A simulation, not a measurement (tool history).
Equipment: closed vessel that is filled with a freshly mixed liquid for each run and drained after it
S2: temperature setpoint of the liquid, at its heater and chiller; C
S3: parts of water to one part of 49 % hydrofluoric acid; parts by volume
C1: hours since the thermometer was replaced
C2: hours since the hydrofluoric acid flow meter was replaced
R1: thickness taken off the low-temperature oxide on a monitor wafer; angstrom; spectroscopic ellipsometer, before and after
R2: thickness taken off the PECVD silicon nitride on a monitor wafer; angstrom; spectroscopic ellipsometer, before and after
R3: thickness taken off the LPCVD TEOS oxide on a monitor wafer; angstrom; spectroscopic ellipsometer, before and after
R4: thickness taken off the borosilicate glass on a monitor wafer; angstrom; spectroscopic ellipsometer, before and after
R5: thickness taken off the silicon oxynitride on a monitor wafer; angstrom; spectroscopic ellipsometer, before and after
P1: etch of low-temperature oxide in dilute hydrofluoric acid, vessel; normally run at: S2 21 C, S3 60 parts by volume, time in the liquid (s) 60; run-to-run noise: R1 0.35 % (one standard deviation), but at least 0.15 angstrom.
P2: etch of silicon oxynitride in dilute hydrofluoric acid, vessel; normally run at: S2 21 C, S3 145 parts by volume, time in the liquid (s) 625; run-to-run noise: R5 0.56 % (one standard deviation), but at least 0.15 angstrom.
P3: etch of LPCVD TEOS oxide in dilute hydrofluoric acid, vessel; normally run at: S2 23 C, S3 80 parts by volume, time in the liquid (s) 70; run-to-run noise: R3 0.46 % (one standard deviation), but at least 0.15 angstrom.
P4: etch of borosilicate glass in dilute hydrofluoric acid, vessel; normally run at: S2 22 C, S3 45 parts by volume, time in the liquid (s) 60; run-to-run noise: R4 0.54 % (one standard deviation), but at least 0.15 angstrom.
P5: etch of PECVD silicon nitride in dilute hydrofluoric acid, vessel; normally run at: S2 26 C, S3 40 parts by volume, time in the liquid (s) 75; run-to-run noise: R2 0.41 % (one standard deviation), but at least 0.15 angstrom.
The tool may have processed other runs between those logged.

Run 1, hour 4.5: process that ran P1, S2 21 C, S3 60 parts by volume, time in the liquid (s) 60; C1 324.8; C2 820.1. Result: R1 185.37 angstrom.
Run 2, hour 13.6: process that ran P1, S2 21 C, S3 100 parts by volume, time in the liquid (s) 60; C1 333.9; C2 829.2. Result: R1 106.73 angstrom.
Run 3, hour 17.8: process that ran P1, S2 17 C, S3 60 parts by volume, time in the liquid (s) 60; C1 338.1; C2 833.4. Result: R1 157.16 angstrom.
Run 4, hour 22.8: process that ran P5, S2 26 C, S3 40 parts by volume, time in the liquid (s) 75; C1 343.1; C2 838.4. Result: R2 95.556 angstrom.
Run 5, hour 30: process that ran P1, S2 21 C, S3 60 parts by volume, time in the liquid (s) 60; C1 350.3; C2 845.6. Result: R1 186.78 angstrom.
Run 6, hour 37.1: process that ran P3, S2 23 C, S3 80 parts by volume, time in the liquid (s) 110; C1 357.4; C2 852.7. Result: R3 420.85 angstrom.
Run 7, hour 44.7: process that ran P4, S2 22 C, S3 20 parts by volume, time in the liquid (s) 60; C1 365; C2 860.3. Result: R4 1000.7 angstrom.
Run 8, hour 52.4: process that ran P4, S2 17 C, S3 45 parts by volume, time in the liquid (s) 60; C1 372.7; C2 868. Result: R4 347.93 angstrom.
Run 9, hour 59.6: process that ran P3, S2 23 C, S3 80 parts by volume, time in the liquid (s) 70; C1 379.9; C2 875.2. Result: R3 268.35 angstrom.
Run 10, hour 67: process that ran P3, S2 17 C, S3 80 parts by volume, time in the liquid (s) 70; C1 387.3; C2 882.6. Result: R3 208.89 angstrom.
Run 11, hour 71.1: process that ran P2, S2 24.5 C, S3 145 parts by volume, time in the liquid (s) 625; C1 391.4; C2 886.7. Result: R5 104.86 angstrom.
Run 12, hour 78.5: process that ran P2, S2 21 C, S3 220 parts by volume, time in the liquid (s) 625; C1 398.8; C2 894.1. Result: R5 55.723 angstrom.
Run 13, hour 84: process that ran P3, S2 23 C, S3 80 parts by volume, time in the liquid (s) 70; C1 404.3; C2 899.6. Result: R3 268.29 angstrom.
Run 14, hour 89.6: process that ran P1, S2 21 C, S3 60 parts by volume, time in the liquid (s) 60; C1 409.9; C2 905.2. Result: R1 186.81 angstrom.
Run 15, hour 97.2: process that ran P1, S2 21 C, S3 60 parts by volume, time in the liquid (s) 60; C1 417.5; C2 912.8. Result: R1 185.8 angstrom.
Run 16, hour 104.7: process that ran P1, S2 21 C, S3 60 parts by volume, time in the liquid (s) 60; C1 425; C2 920.3. Result: R1 186.08 angstrom.
Run 17, hour 113.3: process that ran P1, S2 21 C, S3 35 parts by volume, time in the liquid (s) 115; C1 433.6; C2 928.9. Result: R1 638.53 angstrom.
Run 18, hour 120.6: process that ran P5, S2 26 C, S3 40 parts by volume, time in the liquid (s) 75; C1 440.9; C2 936.2. Result: R2 95.465 angstrom.
Run 19, hour 125: process that ran P2, S2 21 C, S3 145 parts by volume, time in the liquid (s) 625; C1 445.3; C2 940.6. Result: R5 88.745 angstrom.
Run 20, hour 130.3: process that ran P3, S2 23 C, S3 50 parts by volume, time in the liquid (s) 70; C1 450.6; C2 945.9. Result: R3 447.58 angstrom.
Run 21, hour 134.5: process that ran P2, S2 21 C, S3 145 parts by volume, time in the liquid (s) 110; C1 454.8; C2 950.1. Result: R5 15.516 angstrom.

Run 22, settings as shown, results not yet in. Your forecast:
Run 22, hour 143.7: process that ran P1, S2 21 C, S3 60 parts by volume, time in the liquid (s) 30; C1 464; C2 959.3. Result: R1 ?.

Run 22 came out at R1 93.165 angstrom.

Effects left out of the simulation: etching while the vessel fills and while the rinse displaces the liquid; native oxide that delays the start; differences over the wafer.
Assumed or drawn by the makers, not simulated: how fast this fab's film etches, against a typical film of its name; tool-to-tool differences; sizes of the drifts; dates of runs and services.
